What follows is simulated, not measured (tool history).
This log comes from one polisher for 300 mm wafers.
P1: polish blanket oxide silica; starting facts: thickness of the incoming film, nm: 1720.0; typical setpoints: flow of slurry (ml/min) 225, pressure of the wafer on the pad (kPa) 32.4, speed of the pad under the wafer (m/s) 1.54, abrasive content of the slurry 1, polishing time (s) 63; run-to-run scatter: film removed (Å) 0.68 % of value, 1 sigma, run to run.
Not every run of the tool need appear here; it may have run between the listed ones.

| run | day | flow of slurry (ml/min) | pressure of the wafer on the pad (kPa) | speed of the pad under the wafer (m/s) | abrasive content of the slurry | polishing time (s) | film removed (Å) |
|---|---|---|---|---|---|---|---|
| 1 | 0.342 | 225 | 32.4 | 1.54 | 1 | 63 | 2911.3 |
| 2 | 0.721 | 225 | 32.4 | 1.54 | 1.4 | 63 | 3384.2 |
| 3 | 1.117 | 225 | 32.4 | 1.54 | 1 | 63 | 2930.5 |
| 4 | 1.462 | 225 | 49.6 | 1.54 | 1 | 63 | 4467.2 |
| 5 | 1.821 | 225 | 32.4 | 1.54 | 1 | 63 | 2940.6 |
| 6 | 2.3 | 225 | 32.4 | 1.54 | 1 | 63 | 2914.9 |
| 7 | 2.712 | 225 | 32.4 | 1.54 | 1 | 95 | 4425.2 |
| 8 | 3.154 | 225 | 32.4 | 1.54 | 1 | 63 | 2931.2 |
| 9 | 3.488 | 225 | 32.4 | 1.54 | 1 | 46 | 2122.8 |
| 10 | 3.867 | 225 | 32.4 | 1.54 | 1 | 63 | 2927.5 |
| 11 | 4.296 | 225 | 20 | 1.54 | 1 | 63 | 1812.8 |
| 12 | 4.75 | 225 | 32.4 | 2.16 | 0.7 | 63 | 3194.2 |
| 13 | 5.05 | 135 | 32.4 | 1.54 | 1 | 63 | 2716.4 |
| 14 | 5.408 | 300 | 32.4 | 1.54 | 1 | 63 | 2992.9 |
|  | 5.571 | slurry blender recalibrated |
|  | 5.592 | head pressure recalibrated |
|  | 5.592 | conditioning disc replaced and pad reconditioned |
| 15 | 5.721 | 225 | 32.4 | 0.88 | 1 | 63 | 1858.6 |
| 16 | 6.062 | 225 | 32.4 | 1.54 | 1 | 63 | 2917.2 |
| 17 | 6.379 | 285 | 32.4 | 1.54 | 1.45 | 63 | 3503.9 |
| 18 | 6.767 | 225 | 32.4 | 2.28 | 1 | 63 | 3967.3 |
| 19 | 7.121 | 225 | 32.4 | 1.54 | 0.8 | 63 | 2632.9 |

Run 20, settings as shown, results not yet in. Your forecast:
| 20 | 7.512 | 225 | 32.4 | 1.54 | 1 | 63 | ? |

film removed (Å): 2894.5

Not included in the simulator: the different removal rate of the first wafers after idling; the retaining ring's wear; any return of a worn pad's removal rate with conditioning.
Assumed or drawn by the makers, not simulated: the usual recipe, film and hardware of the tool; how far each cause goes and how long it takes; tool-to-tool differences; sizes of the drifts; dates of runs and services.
